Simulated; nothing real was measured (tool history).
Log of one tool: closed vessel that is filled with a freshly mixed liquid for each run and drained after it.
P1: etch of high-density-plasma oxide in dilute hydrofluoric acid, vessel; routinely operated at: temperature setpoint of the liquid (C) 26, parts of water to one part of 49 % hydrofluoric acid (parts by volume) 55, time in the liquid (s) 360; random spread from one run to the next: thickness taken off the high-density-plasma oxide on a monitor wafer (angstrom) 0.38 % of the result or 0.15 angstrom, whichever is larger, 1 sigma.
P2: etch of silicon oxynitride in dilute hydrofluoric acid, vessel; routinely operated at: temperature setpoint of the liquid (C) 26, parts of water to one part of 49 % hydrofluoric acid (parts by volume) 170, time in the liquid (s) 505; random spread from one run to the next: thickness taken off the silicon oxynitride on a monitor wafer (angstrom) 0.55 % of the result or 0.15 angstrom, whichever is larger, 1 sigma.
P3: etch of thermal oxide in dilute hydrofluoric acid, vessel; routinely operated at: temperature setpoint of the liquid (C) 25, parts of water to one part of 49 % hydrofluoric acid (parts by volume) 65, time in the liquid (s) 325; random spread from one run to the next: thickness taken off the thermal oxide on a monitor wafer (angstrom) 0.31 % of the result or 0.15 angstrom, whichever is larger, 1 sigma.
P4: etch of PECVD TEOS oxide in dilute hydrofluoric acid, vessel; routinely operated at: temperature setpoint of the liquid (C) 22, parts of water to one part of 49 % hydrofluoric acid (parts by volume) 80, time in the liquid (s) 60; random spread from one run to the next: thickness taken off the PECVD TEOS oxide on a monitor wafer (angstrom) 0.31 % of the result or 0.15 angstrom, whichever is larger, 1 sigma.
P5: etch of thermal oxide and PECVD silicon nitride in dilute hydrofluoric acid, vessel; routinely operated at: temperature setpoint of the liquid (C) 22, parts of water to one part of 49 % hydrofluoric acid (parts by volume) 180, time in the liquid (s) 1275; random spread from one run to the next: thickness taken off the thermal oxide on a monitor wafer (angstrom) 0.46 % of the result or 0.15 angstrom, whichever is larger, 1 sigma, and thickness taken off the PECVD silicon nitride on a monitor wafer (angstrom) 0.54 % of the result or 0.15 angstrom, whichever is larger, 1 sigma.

run	hour	process that ran	temperature setpoint of the liquid (C)	parts of water to one part of 49 % hydrofluoric acid (parts by volume)	time in the liquid (s)	hours since the thermometer was replaced	hours since the hydrofluoric acid flow meter was replaced	thickness taken off the high-density-plasma oxide on a monitor wafer (angstrom)	thickness taken off the thermal oxide on a monitor wafer (angstrom)	thickness taken off the silicon oxynitride on a monitor wafer (angstrom)	thickness taken off the PECVD silicon nitride on a monitor wafer (angstrom)	thickness taken off the PECVD TEOS oxide on a monitor wafer (angstrom)
1	10.5	P1	26	55	360	889.8	952.1	513.37				
2	19.6	P1	26	55	360	898.9	961.2	509.59				
3	29.5	P1	26	55	360	908.8	971.1	508.81				
4	36.8	P1	26	55	360	916.1	978.4	509.75				
5	46.7	P1	32.5	25	360	926	988.3	1523.5				
6	55.9	P3	25	65	325	935.2	997.5		271.14			
7	70.6	P2	26	265	505	949.9	1012.2			32.02		
8	82.7	P5	22	300	1275	962	1024.3		139.75		156.85	
9	93.2	P1	26	55	655	972.5	1034.8	930.16				
10	106	P1	26	55	110	985.3	1047.6	156.7				
11	118.4	P1	31	55	30	997.7	1060	51.656				
12	125.8	P1	26	80	650	1005.1	1067.4	613.29				
13	135.5	P2	26	170	30	1014.8	1077.1			3.1355		
14	143	P1	26	55	360	1022.3	1084.6	513.18				
15	156.9	P5	22	180	640	1036.2	1098.5		131.69		129.66	
16	165.4	P5	22	180	1275	1044.7	1107		261.91		255.88	
17	172.7	P4	22	20	60	1052	1114.3					871.83
18	182	P2	26	170	505	1061.3	1123.6			53.518		
19	195.5	P5	27.5	180	1275	1074.8	1137.1		322.54		365.92	
20	209.9	P1	26	85	360	1089.2	1151.5	317.78				
21	217.5	P1	22	55	360	1096.8	1159.1	432.66				
22	227.2	P1	32.5	55	360	1106.5	1168.8	666.84				
23	237.6	P1	26	55	360	1116.9	1179.2	513.97				
24	246.8	P4	17	80	60	1126.1	1188.4					164.15
25	258.6	P1	26	20	360	1137.9	1200.2	1477.7				
26	269.3	P3	25	90	325	1148.6	1210.9		188.36			
27	283.8	P3	21	65	325	1163.1	1225.4		229.6			
28	293.1	P4	22	80	105	1172.4	1234.7					352.59
29	307.4	P3	25	65	145	1186.7	1249		120.79			
30	318.4	P4	22	80	60	1197.7	1260					202.33
31	328.2	P2	22	170	505	1207.5	1269.8			44.721		
32	337.2	P1	26	55	360	1216.5	1278.8	512.43				
33	348.5	P2	26	170	505	1227.8	1290.1			53.194		
34	357.1	P1	26	55	360	1236.4	1298.7	515.93				
35	365.6	P1	26	55	360	1244.9	1307.2	528.49				
36	379.2	P1	26	55	360	1258.5	1320.8	549.94				
37	388.8	P1	26	55	360	1268.1	1330.4	556.28				
38	397.5	P1	26	55	360	1276.8	1339.1	563.18				
39	410.9	P1	26	55	360	1290.2	1352.5	556.86				
40	421.1	P1	26	55	360	1300.4	1362.7	558.23				

Compared with where it was, what P1 gives has crept away. Each cause listed below fits the log as well as the rest, at the size given for it:
A: hydrofluoric acid flow above the setpoint (%) = 8.73
B: liquid hotter than its thermometer reads (K) = 2.25
The onset of the drift is placed at about hour 357.1.

Each of the 4 check runs below uses one wafer; its results are left as question marks. Which run tells the causes apart?
check 1	431.3	P2	26	170	505					?		
check 2	431.3	P3	25	65	325				?			
check 3	431.3	P5	22	180	1275				?		?	
check 4	431.3	P4	22	80	60							?

Check results expected under each cause:
check	result	if A	if B
check 1	thickness taken off the silicon oxynitride on a monitor wafer (angstrom)	59.068	59.296
check 2	thickness taken off the thermal oxide on a monitor wafer (angstrom)	295.54	295.32
check 3	thickness taken off the thermal oxide on a monitor wafer (angstrom)	288.98	284.98
check 3	thickness taken off the PECVD silicon nitride on a monitor wafer (angstrom)	279.71	297.73
check 4	thickness taken off the PECVD TEOS oxide on a monitor wafer (angstrom)	221.44	221.37
Separation of the two closest causes in each check, using whichever result separates them best: check 1 0.39 %; check 2 0.08 %; check 3 6.24 %; check 4 0.03 %
Check 3 distinguishes between the causes, while the remaining checks would return nearly the same result for all of them.

Check 3 has now been run. It gave: thickness taken off the thermal oxide on a monitor wafer (angstrom) 285.83; thickness taken off the PECVD silicon nitride on a monitor wafer (angstrom) 299.1. Which of the candidate causes is it?

It was cause B: liquid hotter than its thermometer reads (K).

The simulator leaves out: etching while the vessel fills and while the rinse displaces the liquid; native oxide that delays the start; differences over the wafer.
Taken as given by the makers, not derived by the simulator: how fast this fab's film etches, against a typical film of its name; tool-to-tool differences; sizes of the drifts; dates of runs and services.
